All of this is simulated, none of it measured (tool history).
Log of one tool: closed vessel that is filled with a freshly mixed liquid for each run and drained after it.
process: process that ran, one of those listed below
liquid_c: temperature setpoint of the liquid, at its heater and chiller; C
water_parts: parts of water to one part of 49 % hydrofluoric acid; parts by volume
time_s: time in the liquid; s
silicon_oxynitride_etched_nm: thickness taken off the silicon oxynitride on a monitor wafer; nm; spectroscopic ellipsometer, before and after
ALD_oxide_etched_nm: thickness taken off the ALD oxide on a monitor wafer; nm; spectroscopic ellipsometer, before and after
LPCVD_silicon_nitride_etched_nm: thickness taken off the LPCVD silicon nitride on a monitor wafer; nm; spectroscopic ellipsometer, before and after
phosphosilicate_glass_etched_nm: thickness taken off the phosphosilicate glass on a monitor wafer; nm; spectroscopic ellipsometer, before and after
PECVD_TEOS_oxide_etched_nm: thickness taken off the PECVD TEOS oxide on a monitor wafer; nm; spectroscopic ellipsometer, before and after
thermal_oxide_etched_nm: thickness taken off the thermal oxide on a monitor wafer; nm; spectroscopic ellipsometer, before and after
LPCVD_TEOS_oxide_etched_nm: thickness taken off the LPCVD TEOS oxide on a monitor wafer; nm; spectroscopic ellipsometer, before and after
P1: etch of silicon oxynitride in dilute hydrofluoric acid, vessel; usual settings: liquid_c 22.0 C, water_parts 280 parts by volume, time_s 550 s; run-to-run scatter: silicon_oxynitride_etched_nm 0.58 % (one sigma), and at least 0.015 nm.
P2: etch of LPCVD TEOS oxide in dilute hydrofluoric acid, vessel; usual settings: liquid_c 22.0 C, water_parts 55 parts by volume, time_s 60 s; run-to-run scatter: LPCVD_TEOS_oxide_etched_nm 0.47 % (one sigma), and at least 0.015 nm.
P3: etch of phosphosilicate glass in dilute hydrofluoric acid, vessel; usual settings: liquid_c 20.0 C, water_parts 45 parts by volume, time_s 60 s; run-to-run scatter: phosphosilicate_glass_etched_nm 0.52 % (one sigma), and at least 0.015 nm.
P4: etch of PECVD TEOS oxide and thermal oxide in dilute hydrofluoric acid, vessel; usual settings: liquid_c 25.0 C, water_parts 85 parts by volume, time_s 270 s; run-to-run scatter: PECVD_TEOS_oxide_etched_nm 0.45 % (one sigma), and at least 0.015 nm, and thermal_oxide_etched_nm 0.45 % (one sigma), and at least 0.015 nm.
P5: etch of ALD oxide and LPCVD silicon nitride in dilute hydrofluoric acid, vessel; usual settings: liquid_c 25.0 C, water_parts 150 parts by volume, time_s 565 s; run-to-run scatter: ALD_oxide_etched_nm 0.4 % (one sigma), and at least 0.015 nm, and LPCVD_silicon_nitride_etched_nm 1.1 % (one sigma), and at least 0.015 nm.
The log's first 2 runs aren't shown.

run,hour,process,liquid_c,water_parts,time_s,silicon_oxynitride_etched_nm,ALD_oxide_etched_nm,LPCVD_silicon_nitride_etched_nm,phosphosilicate_glass_etched_nm,PECVD_TEOS_oxide_etched_nm,thermal_oxide_etched_nm,LPCVD_TEOS_oxide_etched_nm
3,17.5,P5,32.5,150,565,,47.874,3.3553,,,,
4,21.9,P3,20.0,45,60,,,,128.360,,,
5,27.5,P4,25.0,85,270,,,,,56.690,15.868,
6,33.7,P1,22.0,495,550,2.22870,,,,,,
7,39.5,P1,22.0,280,550,4.54470,,,,,,
8,43.5,P2,22.0,90,60,,,,,,,10.998
9,48.6,P1,17.0,280,550,3.65000,,,,,,
10,52.9,P3,20.0,75,60,,,,73.912,,,
11,61.3,P5,25.0,150,965,,62.071,3.5306,,,,
12,65.7,P4,17.5,85,270,,,,,41.518,11.640,
13,71.0,P1,22.0,280,550,4.57490,,,,,,
14,77.4,P3,17.0,45,60,,,,112.390,,,
15,85.7,P1,22.0,280,550,4.53240,,,,,,
16,90.7,P1,22.0,280,550,4.61970,,,,,,
17,95.3,P3,20.0,45,110,,,,238.470,,,
18,100.1,P1,22.0,70,975,37.64000,,,,,,
19,105.8,P1,22.0,280,35,0.30317,,,,,,
20,113.0,P1,22.0,90,550,16.35900,,,,,,

The next listed run, before its measurement:
21,119.2,P1,29.0,370,550,?,,,,,,

silicon_oxynitride_etched_nm: 4.36260 nm
